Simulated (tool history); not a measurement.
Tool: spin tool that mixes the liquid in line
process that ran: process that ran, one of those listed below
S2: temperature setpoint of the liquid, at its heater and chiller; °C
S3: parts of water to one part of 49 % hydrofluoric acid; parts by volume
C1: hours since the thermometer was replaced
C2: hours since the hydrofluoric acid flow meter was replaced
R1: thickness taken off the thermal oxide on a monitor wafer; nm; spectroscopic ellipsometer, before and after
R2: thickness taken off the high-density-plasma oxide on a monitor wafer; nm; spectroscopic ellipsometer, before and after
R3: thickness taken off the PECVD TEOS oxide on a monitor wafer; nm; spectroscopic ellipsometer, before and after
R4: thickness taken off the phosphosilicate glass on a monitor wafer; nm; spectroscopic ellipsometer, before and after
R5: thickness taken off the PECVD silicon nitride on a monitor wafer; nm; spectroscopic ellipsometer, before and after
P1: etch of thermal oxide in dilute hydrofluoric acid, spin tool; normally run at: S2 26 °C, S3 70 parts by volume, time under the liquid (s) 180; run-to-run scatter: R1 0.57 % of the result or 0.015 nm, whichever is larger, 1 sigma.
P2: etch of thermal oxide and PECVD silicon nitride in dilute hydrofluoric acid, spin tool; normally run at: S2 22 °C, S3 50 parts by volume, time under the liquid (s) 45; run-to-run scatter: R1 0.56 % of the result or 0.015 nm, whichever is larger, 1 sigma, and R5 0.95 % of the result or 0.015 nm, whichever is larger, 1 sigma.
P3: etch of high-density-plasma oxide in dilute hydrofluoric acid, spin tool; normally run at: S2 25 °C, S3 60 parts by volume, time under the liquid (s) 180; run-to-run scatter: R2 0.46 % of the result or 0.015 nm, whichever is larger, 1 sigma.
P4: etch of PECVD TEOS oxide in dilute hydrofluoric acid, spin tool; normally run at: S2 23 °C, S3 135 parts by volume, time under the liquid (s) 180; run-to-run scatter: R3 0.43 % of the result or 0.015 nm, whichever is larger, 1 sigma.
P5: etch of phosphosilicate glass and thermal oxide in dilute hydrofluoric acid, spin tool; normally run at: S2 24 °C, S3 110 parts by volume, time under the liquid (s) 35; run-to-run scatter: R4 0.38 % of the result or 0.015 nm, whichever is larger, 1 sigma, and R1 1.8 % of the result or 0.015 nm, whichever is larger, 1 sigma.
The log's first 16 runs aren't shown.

Run 17, hour 83.2: process that ran P5, S2 24 °C, S3 175 parts by volume, time under the liquid (s) 35; C1 219.2; C2 2028. Result: R1 0.87848 nm, R4 12.531 nm.
Run 18, hour 87.3: process that ran P4, S2 23 °C, S3 135 parts by volume, time under the liquid (s) 315; C1 223.3; C2 2032.1. Result: R3 22.837 nm.
Run 19, hour 91.8: process that ran P2, S2 22 °C, S3 80 parts by volume, time under the liquid (s) 45; C1 227.8; C2 2036.6. Result: R1 2.453 nm, R5 1.7008 nm.
Run 20, hour 95.1: process that ran P2, S2 22 °C, S3 50 parts by volume, time under the liquid (s) 45; C1 231.1; C2 2039.9. Result: R1 4.119 nm, R5 2.634 nm.
Run 21, hour 101.1: process that ran P1, S2 31 °C, S3 70 parts by volume, time under the liquid (s) 325; C1 237.1; C2 2045.9. Result: R1 30.182 nm.
Run 22, hour 107.8: process that ran P1, S2 33.5 °C, S3 70 parts by volume, time under the liquid (s) 180; C1 243.8; C2 2052.6. Result: R1 18.255 nm.
Run 23, hour 114.3: process that ran P5, S2 19 °C, S3 110 parts by volume, time under the liquid (s) 35; C1 250.3; C2 2059.1. Result: R1 1.2414 nm, R4 17.59 nm.
Run 24, hour 118.9: process that ran P1, S2 26 °C, S3 70 parts by volume, time under the liquid (s) 180; C1 254.9; C2 2063.7. Result: R1 13.816 nm.
Run 25, hour 122.6: process that ran P3, S2 25 °C, S3 60 parts by volume, time under the liquid (s) 295; C1 258.6; C2 2067.4. Result: R2 27.739 nm.
Run 26, hour 126.4: process that ran P4, S2 23 °C, S3 135 parts by volume, time under the liquid (s) 180; C1 262.4; C2 2071.2. Result: R3 13.049 nm.
Run 27, hour 131.2: process that ran P1, S2 26 °C, S3 130 parts by volume, time under the liquid (s) 180; C1 267.2; C2 2076. Result: R1 6.8496 nm.
Run 28, hour 134.2: process that ran P4, S2 23 °C, S3 135 parts by volume, time under the liquid (s) 180; C1 270.2; C2 2079. Result: R3 13.03 nm.
Run 29, hour 139.5: process that ran P5, S2 24 °C, S3 110 parts by volume, time under the liquid (s) 60; C1 275.5; C2 2084.3. Result: R1 2.4914 nm, R4 36.805 nm.
Run 30, hour 142.9: process that ran P1, S2 26 °C, S3 70 parts by volume, time under the liquid (s) 15; C1 278.9; C2 2087.7. Result: R1 1.1436 nm.
Run 31, hour 147.5: process that ran P1, S2 26 °C, S3 70 parts by volume, time under the liquid (s) 180; C1 283.5; C2 2092.3. Result: R1 13.84 nm.
Run 32, hour 153.4: process that ran P1, S2 26 °C, S3 70 parts by volume, time under the liquid (s) 180; C1 289.4; C2 2098.2. Result: R1 13.021 nm.

Run 33 comes next. What will it give?
Run 33, hour 157.3: process that ran P1, S2 26 °C, S3 70 parts by volume, time under the liquid (s) 180; C1 293.3; C2 2102.1. Result: R1 ?.

Run 33 gave R1 12.911 nm.
